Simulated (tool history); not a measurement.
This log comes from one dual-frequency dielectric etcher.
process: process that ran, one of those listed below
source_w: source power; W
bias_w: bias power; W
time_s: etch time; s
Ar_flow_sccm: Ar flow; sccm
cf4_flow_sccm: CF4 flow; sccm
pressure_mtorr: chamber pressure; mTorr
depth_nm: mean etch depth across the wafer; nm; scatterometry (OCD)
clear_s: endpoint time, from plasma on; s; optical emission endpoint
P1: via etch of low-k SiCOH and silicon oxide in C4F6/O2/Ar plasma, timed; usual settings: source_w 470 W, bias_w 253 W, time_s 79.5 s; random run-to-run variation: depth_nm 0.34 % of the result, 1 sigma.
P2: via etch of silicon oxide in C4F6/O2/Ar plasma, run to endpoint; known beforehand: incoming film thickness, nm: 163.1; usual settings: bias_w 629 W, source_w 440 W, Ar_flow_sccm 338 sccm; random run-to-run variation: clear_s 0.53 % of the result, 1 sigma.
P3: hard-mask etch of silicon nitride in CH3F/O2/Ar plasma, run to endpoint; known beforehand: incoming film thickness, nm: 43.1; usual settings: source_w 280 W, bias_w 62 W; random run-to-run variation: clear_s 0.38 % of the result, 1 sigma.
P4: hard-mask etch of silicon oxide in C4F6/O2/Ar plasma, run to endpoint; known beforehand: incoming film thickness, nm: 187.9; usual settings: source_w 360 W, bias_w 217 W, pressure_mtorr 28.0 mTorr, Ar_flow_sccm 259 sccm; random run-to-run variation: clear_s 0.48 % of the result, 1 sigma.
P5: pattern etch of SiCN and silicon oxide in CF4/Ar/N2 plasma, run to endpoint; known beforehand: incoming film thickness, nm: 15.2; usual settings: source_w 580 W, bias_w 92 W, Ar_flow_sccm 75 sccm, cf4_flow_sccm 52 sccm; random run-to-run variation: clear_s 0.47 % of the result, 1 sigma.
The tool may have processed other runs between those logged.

run,hour,process,source_w,bias_w,time_s,Ar_flow_sccm,cf4_flow_sccm,pressure_mtorr,hours since the last wet clean,hours since the last source power generator calibration,hours since the last bias power generator calibration,depth_nm,clear_s
1,8.8,P1,470,253,79.5,,,,359.6,955.4,1670.5,261.26,
2,16.7,P3,280,44,,,,,367.5,963.3,1678.4,,84.354
3,24.0,P3,280,62,,,,,374.8,970.6,1685.7,,75.704
4,37.9,P2,290,629,,338,,,388.7,984.5,1699.6,,36.504
5,48.7,P1,470,196,79.5,,,,399.5,995.3,1710.4,239.94,
6,57.9,P1,470,253,79.5,,,,408.7,1004.5,1719.6,260.48,
7,66.7,P5,580,92,,75,52,,417.5,1013.3,1728.4,,13.153
8,74.0,P5,580,92,,99,52,,424.8,1020.6,1735.7,,13.651
9,81.7,P2,440,629,,415,,,432.5,1028.3,1743.4,,31.961
10,90.9,P4,270,217,,259,,28.0,441.7,1037.5,1752.6,,63.675
11,100.8,P1,470,345,63.5,,,,451.6,1047.4,1762.5,230.38,
12,111.7,P1,320,253,79.5,,,,462.5,1058.3,1773.4,224.90,
13,127.0,P1,620,253,79.5,,,,477.8,1073.6,1788.7,289.93,
14,136.0,P1,470,253,79.5,,,,486.8,1082.6,1797.7,260.93,
15,143.7,P3,280,62,,,,,494.5,1090.3,1805.4,,75.795
16,150.6,P1,470,253,79.5,,,,501.4,1097.2,1812.3,259.27,
17,162.0,P4,360,217,,259,,28.0,512.8,1108.6,1823.7,,56.546
18,173.8,P5,580,72,,75,52,,524.6,1120.4,1835.5,,14.261
19,183.4,P3,160,62,,,,,534.2,1130.0,1845.1,,93.796
20,194.8,P2,440,880,,338,,,545.6,1141.4,1856.5,,27.511
21,203.3,P2,440,629,,338,,,554.1,1149.9,1865.0,,31.614
22,217.6,P4,360,176,,259,,28.0,568.4,1164.2,1879.3,,60.260
23,226.5,P4,360,217,,259,,36.5,577.3,1173.1,1888.2,,58.482
24,238.8,P1,470,253,102.0,,,,589.6,1185.4,1900.5,332.00,
25,246.9,P1,470,253,79.5,,,,597.7,1193.5,1908.6,261.95,
26,256.4,P5,580,92,,75,52,,607.2,1203.0,1918.1,,13.201
27,270.4,P4,360,217,,342,,28.0,621.2,1217.0,1932.1,,59.355
28,280.4,P1,470,253,43.5,,,,631.2,1227.0,1942.1,142.84,
# hour 280.9: wet clean of the chamber
29,292.3,P1,470,253,79.5,,,,11.4,1238.9,1954.0,260.79,
30,307.7,P1,660,253,53.5,,,,26.8,1254.3,1969.4,198.41,
31,316.3,P2,440,629,,338,,,35.4,1262.9,1978.0,,31.179
32,324.2,P5,420,92,,75,52,,43.3,1270.8,1985.9,,17.491
33,331.9,P1,470,306,112.0,,,,51.0,1278.5,1993.6,392.06,
34,342.9,P1,470,343,79.5,,,,62.0,1289.5,2004.6,291.48,
35,356.0,P5,580,92,,75,37,,75.1,1302.6,2017.7,,13.869
36,364.2,P1,470,253,79.5,,,,83.3,1310.8,2025.9,262.18,
37,371.9,P1,470,253,79.5,,,,91.0,1318.5,2033.6,258.65,
38,384.6,P1,470,253,79.5,,,,103.7,1331.2,2046.3,259.56,
39,395.2,P1,470,253,79.5,,,,114.3,1341.8,2056.9,257.20,
40,404.7,P1,470,253,79.5,,,,123.8,1351.3,2066.4,258.80,
# hour 410.4: wet clean of the chamber
41,420.2,P1,470,253,79.5,,,,9.8,1366.8,2081.9,255.44,
42,427.0,P1,470,253,79.5,,,,16.6,1373.6,2088.7,257.39,
43,439.9,P1,470,253,79.5,,,,29.5,1386.5,2101.6,257.03,

P1 no longer gives what it gave before; its output has crept away from where it was. The following 2 causes, each at its listed size, fit the log equally well:
A: source power that arrives under what is set, % = 4.35
B: bias power that arrives under what is set, % = 4.99
The drift started at roughly hour 364.2.
The rest of the possible causes, and what rules out each one:
chamber walls in a state that lowers the etch rate, %: serviced at hour 410.4, after the change had begun; the process did not return to its earlier output

You are offered 4 check runs, listed below with question marks in place of their results; each one averages 3 wafers. Which run separates the listed causes by giving clearly different results for each?
check 1,452.8,P5,580,92,,75,52,,,,,,?
check 2,452.8,P3,280,62,,,,,,,,,?
check 3,452.8,P4,360,217,,259,,28.0,,,,,?
check 4,452.8,P2,440,629,,338,,,,,,,?

What every check run would give for each of its results, assuming each possible cause in turn:
check,result,if A,if B
check 1,clear_s,13.726,13.436
check 2,clear_s,76.852,76.887
check 3,clear_s,58.020,58.006
check 4,clear_s,31.953,32.060
How far apart the two closest causes lie, in the result that separates them most: check 1 2.13 %; check 2 0.05 %; check 3 0.02 %; check 4 0.33 %
Check 1 is the one run that separates the causes; every other check would come out nearly the same whichever cause is at work.

Running check 1 produced the following: clear_s 13.421 s. Which one of the listed causes fits?

The cause is B: bias power that arrives under what is set, %.

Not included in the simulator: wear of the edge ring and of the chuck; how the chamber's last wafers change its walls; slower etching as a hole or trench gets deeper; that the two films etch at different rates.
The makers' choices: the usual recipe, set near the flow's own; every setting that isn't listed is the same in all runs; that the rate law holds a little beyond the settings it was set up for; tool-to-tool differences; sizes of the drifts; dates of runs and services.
